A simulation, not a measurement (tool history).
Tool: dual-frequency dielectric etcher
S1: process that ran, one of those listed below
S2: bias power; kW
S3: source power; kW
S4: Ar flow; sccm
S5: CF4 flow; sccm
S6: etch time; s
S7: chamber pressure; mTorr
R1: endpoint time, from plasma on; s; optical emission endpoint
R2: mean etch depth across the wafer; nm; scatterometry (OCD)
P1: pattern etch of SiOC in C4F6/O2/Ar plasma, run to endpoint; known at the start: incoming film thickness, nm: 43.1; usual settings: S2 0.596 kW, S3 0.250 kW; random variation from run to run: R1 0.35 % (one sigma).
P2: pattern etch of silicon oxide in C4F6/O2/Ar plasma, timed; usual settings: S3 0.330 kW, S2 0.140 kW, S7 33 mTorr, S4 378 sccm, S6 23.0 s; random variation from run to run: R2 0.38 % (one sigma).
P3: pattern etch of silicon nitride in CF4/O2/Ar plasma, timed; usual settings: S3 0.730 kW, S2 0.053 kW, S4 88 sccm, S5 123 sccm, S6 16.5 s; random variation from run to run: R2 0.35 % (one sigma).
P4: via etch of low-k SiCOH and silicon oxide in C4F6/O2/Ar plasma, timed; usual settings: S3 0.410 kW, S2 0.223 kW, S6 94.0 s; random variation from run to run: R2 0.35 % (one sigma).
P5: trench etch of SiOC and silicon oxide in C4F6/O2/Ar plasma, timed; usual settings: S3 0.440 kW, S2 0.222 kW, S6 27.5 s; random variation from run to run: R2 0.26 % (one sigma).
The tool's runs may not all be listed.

run   hour  S1     S2     S3   S4   S5     S6  S7      R1       R2
  1    8.0  P1  0.596  0.250                       16.004
  2   15.5  P3  0.053  0.500   88  123   16.5               33.433
  3   22.3  P3  0.033  0.730   88  123   16.5               39.660
  4   29.3  P2  0.140  0.330  378        16.0  33           42.785
  5   39.2  P2  0.140  0.330  378        23.0  33           60.855
  6   47.2  P5  0.222  0.440             27.5               59.762
  7   53.9  P5  0.222  0.440             38.5               83.763
  8   60.5  P3  0.053  0.730   52  123   16.5               48.666
  9   70.4  P5  0.222  0.340             27.5               53.983
 10   79.5  P1  0.596  0.310                       14.845
 11   85.4  P3  0.053  0.730   88  123   20.5               57.876
 12   95.7  P1  0.472  0.250                       17.459
 13  108.3  P1  0.596  0.250                       16.016
 14  115.0  P1  0.596  0.250                       15.968
 15  124.2  P5  0.134  0.440             27.5               51.257
 16  135.9  P2  0.197  0.330  378        23.0  33           68.005
 17  144.9  P3  0.053  0.730   88  123   16.5               46.922
 18  151.2  P1  0.596  0.250                       16.017
 19  163.9  P2  0.140  0.330  378        23.0  40           59.389
 20  171.7  P3  0.053  0.730   88   84   16.5               44.440
 21  180.0  P4  0.223  0.540             94.0              307.030
     181.8  -- bias power generator calibrated
 22  189.5  P1  0.817  0.250                       14.001
 23  195.6  P1  0.596  0.250                       15.959
 24  201.8  P4  0.290  0.410             94.0              300.710
 25  208.8  P4  0.223  0.410             94.0              273.170
 26  219.7  P4  0.223  0.410             94.0              276.980
 27  227.4  P4  0.223  0.410            135.5              398.370
 28  237.6  P1  0.370  0.200                       20.826
 29  249.0  P2  0.140  0.420  378        23.0  33           66.587
 30  260.5  P2  0.140  0.330  229        23.0  33           63.900
 31  266.8  P1  0.596  0.200                       17.327
 32  272.3  P5  0.222  0.440             27.5               60.026
 33  284.5  P1  0.596  0.250                       15.935
 34  291.4  P1  0.596  0.250                       15.959
 35  302.9  P1  0.596  0.250                       16.154
 36  315.1  P1  0.596  0.250                       16.138
 37  322.3  P1  0.596  0.250                       16.250
 38  330.7  P1  0.596  0.250                       16.290
     331.4  -- wet clean of the chamber
 39  340.6  P1  0.596  0.250                       16.192
 40  349.8  P1  0.596  0.250                       16.318
 41  358.7  P1  0.596  0.250                       16.339
 42  366.9  P1  0.596  0.250                       16.250

Forecast run 43:
 43  376.5  P1  0.596  0.250                   ?

{"run 43": {"R1": 16.223}}
